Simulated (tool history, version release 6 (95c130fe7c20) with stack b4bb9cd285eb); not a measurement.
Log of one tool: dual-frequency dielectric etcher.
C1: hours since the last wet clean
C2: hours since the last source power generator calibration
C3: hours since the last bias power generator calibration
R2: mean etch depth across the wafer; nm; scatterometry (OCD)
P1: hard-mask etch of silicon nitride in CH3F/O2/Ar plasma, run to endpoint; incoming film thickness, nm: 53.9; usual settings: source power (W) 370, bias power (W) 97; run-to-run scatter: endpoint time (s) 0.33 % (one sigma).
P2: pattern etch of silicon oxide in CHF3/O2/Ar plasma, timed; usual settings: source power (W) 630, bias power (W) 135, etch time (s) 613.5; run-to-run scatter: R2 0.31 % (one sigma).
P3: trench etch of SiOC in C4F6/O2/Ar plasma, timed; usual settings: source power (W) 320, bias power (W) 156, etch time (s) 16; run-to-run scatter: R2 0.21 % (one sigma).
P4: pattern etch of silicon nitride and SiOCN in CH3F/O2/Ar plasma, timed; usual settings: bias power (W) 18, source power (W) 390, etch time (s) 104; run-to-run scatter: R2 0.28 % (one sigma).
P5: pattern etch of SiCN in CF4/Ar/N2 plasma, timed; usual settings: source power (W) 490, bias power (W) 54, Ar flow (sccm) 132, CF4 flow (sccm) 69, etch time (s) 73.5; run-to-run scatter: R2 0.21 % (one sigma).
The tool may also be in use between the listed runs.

Run 1, hour 3.5: process that ran P1, source power (W) 370, bias power (W) 97; C1 334.2; C2 1976; C3 474.8. Result: endpoint time (s) 72.883.
Run 2, hour 7.9: process that ran P3, source power (W) 210, bias power (W) 156, etch time (s) 16; C1 338.6; C2 1980.4; C3 479.2. Result: R2 24.964 nm.
Run 3, hour 12.4: process that ran P5, source power (W) 590, bias power (W) 54, etch time (s) 73.5, Ar flow (sccm) 132, CF4 flow (sccm) 69; C1 343.1; C2 1984.9; C3 483.7. Result: R2 72.327 nm.
Run 4, hour 15.7: process that ran P4, source power (W) 390, bias power (W) 18, etch time (s) 147; C1 346.4; C2 1988.2; C3 487. Result: R2 18.156 nm.
Run 5, hour 20.5: process that ran P2, source power (W) 630, bias power (W) 105, etch time (s) 613.5; C1 351.2; C2 1993; C3 491.8. Result: R2 1035.1 nm.
Run 6, hour 25.1: process that ran P1, source power (W) 280, bias power (W) 97; C1 355.8; C2 1997.6; C3 496.4. Result: endpoint time (s) 80.307.
Run 7, hour 28.7: process that ran P1, source power (W) 370, bias power (W) 58; C1 359.4; C2 2001.2; C3 500. Result: endpoint time (s) 86.333.
Run 8, hour 32.9: process that ran P1, source power (W) 480, bias power (W) 97; C1 363.6; C2 2005.4; C3 504.2. Result: endpoint time (s) 66.125.
Run 9, hour 36.9: process that ran P5, source power (W) 490, bias power (W) 54, etch time (s) 73.5, Ar flow (sccm) 170, CF4 flow (sccm) 69; C1 367.6; C2 2009.4; C3 508.2. Result: R2 58.528 nm.
Run 10, hour 40.7: process that ran P1, source power (W) 370, bias power (W) 97; C1 371.4; C2 2013.2; C3 512. Result: endpoint time (s) 72.32.
Run 11, hour 44.6: process that ran P4, source power (W) 240, bias power (W) 18, etch time (s) 104; C1 375.3; C2 2017.1; C3 515.9. Result: R2 10.885 nm.
Run 12, hour 50.2: process that ran P5, source power (W) 490, bias power (W) 54, etch time (s) 73.5, Ar flow (sccm) 132, CF4 flow (sccm) 69; C1 380.9; C2 2022.7; C3 521.5. Result: R2 61.308 nm.
Run 13, hour 53.9: process that ran P4, source power (W) 390, bias power (W) 18, etch time (s) 104; C1 384.6; C2 2026.4; C3 525.2. Result: R2 12.86 nm.
Run 14, hour 58.9: process that ran P3, source power (W) 320, bias power (W) 213, etch time (s) 16; C1 389.6; C2 2031.4; C3 530.2. Result: R2 32.592 nm.
Run 15, hour 63.9: process that ran P1, source power (W) 450, bias power (W) 132; C1 394.6; C2 2036.4; C3 535.2. Result: endpoint time (s) 60.212.
Run 16, hour 68.3: process that ran P1, source power (W) 370, bias power (W) 126; C1 399; C2 2040.8; C3 539.6. Result: endpoint time (s) 65.968.
Run 17, hour 74.1: process that ran P2, source power (W) 400, bias power (W) 135, etch time (s) 613.5; C1 404.8; C2 2046.6; C3 545.4. Result: R2 927.57 nm.
At hour 78.5: source power generator calibrated.
Run 18, hour 80.6: process that ran P5, source power (W) 490, bias power (W) 54, etch time (s) 73.5, Ar flow (sccm) 132, CF4 flow (sccm) 51; C1 411.3; C2 2.1; C3 551.9. Result: R2 57.861 nm.
Run 19, hour 83.9: process that ran P3, source power (W) 320, bias power (W) 156, etch time (s) 16; C1 414.6; C2 5.4; C3 555.2. Result: R2 29.457 nm.
Run 20, hour 89.2: process that ran P1, source power (W) 370, bias power (W) 97; C1 419.9; C2 10.7; C3 560.5. Result: endpoint time (s) 72.347.
Run 21, hour 94.4: process that ran P5, source power (W) 490, bias power (W) 54, etch time (s) 73.5, Ar flow (sccm) 132, CF4 flow (sccm) 69; C1 425.1; C2 15.9; C3 565.7. Result: R2 61.657 nm.
Run 22, hour 97.9: process that ran P3, source power (W) 320, bias power (W) 156, etch time (s) 11; C1 428.6; C2 19.4; C3 569.2. Result: R2 20.286 nm.
Run 23, hour 104.2: process that ran P4, source power (W) 390, bias power (W) 14, etch time (s) 104; C1 434.9; C2 25.7; C3 575.5. Result: R2 11.632 nm.
Run 24, hour 108: process that ran P2, source power (W) 630, bias power (W) 135, etch time (s) 850; C1 438.7; C2 29.5; C3 579.3. Result: R2 1535.3 nm.
Run 25, hour 111.1: process that ran P5, source power (W) 490, bias power (W) 74, etch time (s) 73.5, Ar flow (sccm) 132, CF4 flow (sccm) 69; C1 441.8; C2 32.6; C3 582.4. Result: R2 68.335 nm.
Run 26, hour 115.1: process that ran P2, source power (W) 630, bias power (W) 135, etch time (s) 613.5; C1 445.8; C2 36.6; C3 586.4. Result: R2 1110.9 nm.
Run 27, hour 118.4: process that ran P3, source power (W) 320, bias power (W) 156, etch time (s) 16; C1 449.1; C2 39.9; C3 589.7. Result: R2 29.486 nm.
Run 28, hour 122.6: process that ran P5, source power (W) 490, bias power (W) 54, etch time (s) 44, Ar flow (sccm) 132, CF4 flow (sccm) 69; C1 453.3; C2 44.1; C3 593.9. Result: R2 36.728 nm.
Run 29, hour 126.2: process that ran P1, source power (W) 370, bias power (W) 97; C1 456.9; C2 47.7; C3 597.5. Result: endpoint time (s) 72.453.
Run 30, hour 131.3: process that ran P1, source power (W) 370, bias power (W) 97; C1 462; C2 52.8; C3 602.6. Result: endpoint time (s) 72.515.
Run 31, hour 137.9: process that ran P1, source power (W) 370, bias power (W) 97; C1 468.6; C2 59.4; C3 609.2. Result: endpoint time (s) 73.195.
Run 32, hour 144.5: process that ran P1, source power (W) 370, bias power (W) 97; C1 475.2; C2 66; C3 615.8. Result: endpoint time (s) 73.658.
At hour 146.5: wet clean of the chamber.
Run 33, hour 151.1: process that ran P1, source power (W) 370, bias power (W) 97; C1 4.7; C2 72.6; C3 622.4. Result: endpoint time (s) 73.652.
Run 34, hour 156.7: process that ran P1, source power (W) 370, bias power (W) 97; C1 10.3; C2 78.2; C3 628. Result: endpoint time (s) 73.898.
Run 35, hour 159.8: process that ran P1, source power (W) 370, bias power (W) 97; C1 13.4; C2 81.3; C3 631.1. Result: endpoint time (s) 73.35.
Run 36, hour 165.1: process that ran P1, source power (W) 370, bias power (W) 97; C1 18.7; C2 86.6; C3 636.4. Result: endpoint time (s) 73.69.
Run 37, hour 169.4: process that ran P1, source power (W) 370, bias power (W) 97; C1 23; C2 90.9; C3 640.7. Result: endpoint time (s) 73.856.
Run 38, hour 173.3: process that ran P1, source power (W) 370, bias power (W) 97; C1 26.9; C2 94.8; C3 644.6. Result: endpoint time (s) 73.563.

What P1 gives has crept away from where it was. These 2 causes fit the log equally well, each at the size given:
A: bias power that arrives under what is set, % = 4.42
B: source power that arrives under what is set, % = 4.34
The creep began at about hour 131.3.
Why every other cause is out:
chamber walls in a state that lowers the etch rate, %: serviced at hour 146.5, which brought nothing back

4 check runs are offered, one wafer each, their results left as question marks. Which one tells the causes apart?
Run check 1, hour 177.2: process that ran P5, source power (W) 490, bias power (W) 54, etch time (s) 73.5, Ar flow (sccm) 132, CF4 flow (sccm) 69. Result: R2 ?.
Run check 2, hour 177.2: process that ran P3, source power (W) 320, bias power (W) 156, etch time (s) 16. Result: R2 ?.
Run check 3, hour 177.2: process that ran P2, source power (W) 630, bias power (W) 135, etch time (s) 613.5. Result: R2 ?.
Run check 4, hour 177.2: process that ran P4, source power (W) 390, bias power (W) 18, etch time (s) 104. Result: R2 ?.

What each check would give under each cause:
  check  result    if A    if B
check 1      R2  60.336  58.918
check 2      R2  29.077  28.982
check 3      R2    1095  1091.6
check 4      R2  12.601  12.645
How far apart the two closest causes lie, in the result that separates them most: check 1 2.38 %; check 2 0.33 %; check 3 0.31 %; check 4 0.35 %
Only check 1 tells the causes apart: in the others they would give nearly the same result.

Check 1 was then run and gave: R2 60.311 nm. Which cause is it?

It is A: bias power that arrives under what is set, %.

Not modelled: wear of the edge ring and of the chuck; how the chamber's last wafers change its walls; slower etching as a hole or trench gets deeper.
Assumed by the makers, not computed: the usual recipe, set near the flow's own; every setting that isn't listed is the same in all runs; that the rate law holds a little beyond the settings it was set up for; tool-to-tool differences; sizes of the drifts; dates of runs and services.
